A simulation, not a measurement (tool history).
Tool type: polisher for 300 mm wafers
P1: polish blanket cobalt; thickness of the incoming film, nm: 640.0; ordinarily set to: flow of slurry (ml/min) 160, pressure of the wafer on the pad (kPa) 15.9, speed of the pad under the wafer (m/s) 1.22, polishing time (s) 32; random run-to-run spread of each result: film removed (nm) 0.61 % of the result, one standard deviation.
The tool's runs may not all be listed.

run	hour	flow of slurry (ml/min)	pressure of the wafer on the pad (kPa)	speed of the pad under the wafer (m/s)	polishing time (s)	film removed (nm)
1	8.8	160	15.9	1.22	32	260.37
2	14.3	160	15.9	0.64	32	136.13
3	23.4	160	15.9	1.22	18	146.24
4	33.8	160	15.9	1.56	32	331.60
5	39.9	160	24.1	1.22	32	395.87
6	45.4	225	15.9	1.22	32	271.79
7	51.3	160	15.9	1.22	32	257.76
8	60.7	160	15.9	1.22	48	386.51
9	72.2	95	15.9	1.22	32	229.25
# hour 77.1: slurry nozzle cleaned
10	80.2	160	15.9	1.22	32	257.98
11	89.9	160	10.3	1.22	32	167.88
12	96.4	160	15.9	1.22	32	261.24
13	107.6	220	20.0	1.22	32	341.09
14	117.4	160	21.4	1.76	32	504.53
15	125.5	160	15.9	1.22	32	258.16
16	135.7	160	15.9	1.22	32	259.51
17	143.3	160	15.9	1.22	32	257.20
18	150.7	160	15.9	1.22	32	250.17
19	161.4	160	15.9	1.22	32	241.40
20	167.1	160	15.9	1.22	32	240.73
# hour 170.0: worn pad replaced by a new one
21	177.1	160	15.9	1.22	32	236.19
22	184.3	160	15.9	1.22	32	235.14
23	190.1	160	15.9	1.22	32	236.43
24	195.8	160	15.9	1.22	32	234.90
25	207.0	160	15.9	1.22	32	231.42

Something has made what P1 gives creep away from where it was; the 2 causes below, each at its own stated size, fit the log equally well:
A: slurry flow missing at the pad, % = 37.5
B: head's pressure below its setpoint, % = 9.19
The drift started at roughly hour 143.3.
Ruled out, with reasons:
removal rate lost through wear of the pad, %: serviced after onset, at hour 170.0, with no recovery of the prior output

The 4 check runs listed below each average the results of 5 wafers, and their outcomes are marked with question marks. Under which run would the listed causes produce clearly different results?
check 1	218.2	210	15.9	1.22	32	?
check 2	218.2	160	15.9	1.56	32	?
check 3	218.2	160	15.9	0.76	22	?
check 4	218.2	160	22.1	1.22	32	?

Expected result of each check under each candidate cause:
check	result	if A	if B
check 1	film removed (nm)	249.90	244.64
check 2	film removed (nm)	300.72	300.72
check 3	film removed (nm)	100.72	100.72
check 4	film removed (nm)	327.21	327.20
Separation of the two closest causes in each check, using whichever result separates them best: check 1 2.13 %; check 2 0 %; check 3 0 %; check 4 0 %
Of the check runs offered, only check 1 discriminates between the causes; the rest would read about the same regardless of which cause applies.

Here is what check 1 returned: film removed (nm) 243.23. Which cause is it?

It was cause B: head's pressure below its setpoint, %.
